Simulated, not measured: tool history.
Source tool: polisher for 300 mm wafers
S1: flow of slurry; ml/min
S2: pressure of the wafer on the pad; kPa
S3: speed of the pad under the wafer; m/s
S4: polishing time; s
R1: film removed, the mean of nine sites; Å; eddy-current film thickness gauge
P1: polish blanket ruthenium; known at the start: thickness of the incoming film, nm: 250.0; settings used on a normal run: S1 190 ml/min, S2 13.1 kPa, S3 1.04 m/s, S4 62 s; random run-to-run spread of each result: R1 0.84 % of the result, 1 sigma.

run	hour	S1	S2	S3	S4	R1
1	7.4	190	13.1	1.04	62	697.7
2	23.8	190	13.1	1.04	34	383.95
3	36.7	190	13.1	1.04	62	711.16
4	51.6	190	13.1	1.04	62	698.57
5	61.5	190	13.1	1.04	62	708.51
6	69.2	245	13.1	0.58	62	403.37
7	83.2	190	13.1	1.04	89	991.18
8	92.4	190	13.1	1.62	62	1094.8
9	101.2	190	13.1	1.04	62	702.63
10	116.4	275	13.1	1.04	62	736.46
11	128.2	190	13.1	0.7	62	463.78
12	141.7	190	13.1	1.04	62	698.7
13	153.4	190	6.2	1.04	62	327.79
14	167.6	190	20.7	1.04	62	1103.2
15	176	115	13.1	1.04	62	638.18
16	184.1	190	13.1	1.04	62	703.63
17	192.8	190	13.1	1.04	62	694.51
18	200.7	190	13.1	1.04	62	681.63
19	211.9	190	13.1	1.04	62	675.67
20	228	190	13.1	1.04	62	666.22
# hour 238.4: worn pad replaced by a new one
21	239.2	190	13.1	1.04	62	655.43
22	252.2	190	13.1	1.04	62	645.82
23	265.8	190	13.1	1.04	62	646.01
24	275.2	190	13.1	1.04	62	652.86
25	286.2	190	13.1	1.04	62	651.07
26	298.3	190	13.1	1.04	62	652.26

The output of P1 has drifted from where it used to be. Each of the 2 causes below, taken at the size shown beside it, accounts for the log equally well:
A: slurry flow missing at the pad, % = 36.3
B: head's pressure below its setpoint, % = 7.45
The gradual shift began around hour 184.1.
All other causes, with the reason each is excluded:
removal rate lost through wear of the pad, %: its service at hour 238.4 followed the start of the drift and did not put the process back to its old value

Each of the check runs listed below is run on 2 wafers and reports their average, with the results left as question marks. Pick the one under which the possible causes would lead to clearly different results.
check 1	310.4	115	13.1	1.04	35	?
check 2	310.4	190	19.3	1.04	89	?
check 3	310.4	190	18.6	1.54	62	?
check 4	310.4	190	13.1	1.56	86	?

Expected result of each check under each candidate cause:
check	result	if A	if B
check 1	R1	320.23	334.64
check 2	R1	1369.9	1370
check 3	R1	1362.7	1362.7
check 4	R1	1347.4	1347.4
Per check, the gap between the least separated pair of causes, taken in the result that splits them most: check 1 4.4 %; check 2 0 %; check 3 0 %; check 4 0 %
The other checks would show nearly matching results whichever cause is true, so check 1 is the only one that separates the causes.

Check 1 was then run and gave: R1 321.86 Å. Which cause is it?

The cause is A: slurry flow missing at the pad, %.

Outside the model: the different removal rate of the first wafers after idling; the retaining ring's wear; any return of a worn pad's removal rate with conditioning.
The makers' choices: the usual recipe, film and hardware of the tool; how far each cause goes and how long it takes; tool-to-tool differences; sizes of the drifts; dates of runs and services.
